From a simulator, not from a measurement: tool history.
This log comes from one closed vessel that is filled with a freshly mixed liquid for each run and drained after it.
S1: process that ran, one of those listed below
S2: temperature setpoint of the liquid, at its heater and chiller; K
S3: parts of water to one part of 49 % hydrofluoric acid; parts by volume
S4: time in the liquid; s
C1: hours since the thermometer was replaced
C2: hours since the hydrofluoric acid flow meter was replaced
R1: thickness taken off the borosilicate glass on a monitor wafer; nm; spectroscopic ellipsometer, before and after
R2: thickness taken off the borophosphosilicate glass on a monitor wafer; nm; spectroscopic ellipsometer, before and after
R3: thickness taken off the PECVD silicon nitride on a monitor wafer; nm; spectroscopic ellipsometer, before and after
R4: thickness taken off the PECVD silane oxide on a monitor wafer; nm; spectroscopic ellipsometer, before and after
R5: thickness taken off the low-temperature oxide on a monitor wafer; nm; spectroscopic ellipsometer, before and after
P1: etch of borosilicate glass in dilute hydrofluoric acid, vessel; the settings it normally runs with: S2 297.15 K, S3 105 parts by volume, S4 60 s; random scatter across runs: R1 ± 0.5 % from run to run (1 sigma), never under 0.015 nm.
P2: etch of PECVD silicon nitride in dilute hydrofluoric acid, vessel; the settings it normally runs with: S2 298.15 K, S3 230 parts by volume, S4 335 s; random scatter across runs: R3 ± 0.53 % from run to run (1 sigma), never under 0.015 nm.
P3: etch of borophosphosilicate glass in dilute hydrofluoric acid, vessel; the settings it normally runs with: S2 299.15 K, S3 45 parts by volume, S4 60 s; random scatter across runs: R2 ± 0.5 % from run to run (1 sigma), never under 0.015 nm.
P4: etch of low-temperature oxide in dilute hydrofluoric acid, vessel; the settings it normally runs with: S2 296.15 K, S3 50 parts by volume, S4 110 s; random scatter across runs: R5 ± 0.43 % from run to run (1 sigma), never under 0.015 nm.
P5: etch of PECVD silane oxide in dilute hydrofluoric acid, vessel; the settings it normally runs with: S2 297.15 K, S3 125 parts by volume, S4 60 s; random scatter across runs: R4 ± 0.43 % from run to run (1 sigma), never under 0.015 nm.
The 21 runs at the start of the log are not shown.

| run | hour | S1 | S2 | S3 | S4 | C1 | C2 | R1 | R2 | R3 | R4 | R5 |
|---|---|---|---|---|---|---|---|---|---|---|---|---|
| 22 | 118.6 | P1 | 297.15 | 105 | 60 | 28.8 | 92.1 | 23.118 |  |  |  |  |
| 23 | 124.5 | P2 | 298.15 | 230 | 575 | 34.7 | 98 |  |  | 10.122 |  |  |
| 24 | 128.4 | P5 | 303.15 | 125 | 60 | 38.6 | 101.9 |  |  |  | 14.803 |  |
| 25 | 133.3 | P1 | 297.15 | 150 | 85 | 43.5 | 106.8 | 21.741 |  |  |  |  |
| 26 | 139.7 | P5 | 297.15 | 125 | 115 | 49.9 | 113.2 |  |  |  | 22.698 |  |
| 27 | 146.9 | P3 | 299.15 | 45 | 60 | 57.1 | 120.4 |  | 61.893 |  |  |  |
| 28 | 150.6 | P4 | 302.15 | 50 | 110 | 60.8 | 124.1 |  |  |  |  | 30.68 |
| 29 | 154.5 | P2 | 298.15 | 230 | 335 | 64.7 | 128 |  |  | 5.9456 |  |  |

Expected results for the next run?
| 30 | 158.2 | P4 | 296.15 | 50 | 110 | 68.4 | 131.7 |  |  |  |  | ? |

R5: 24.211 nm
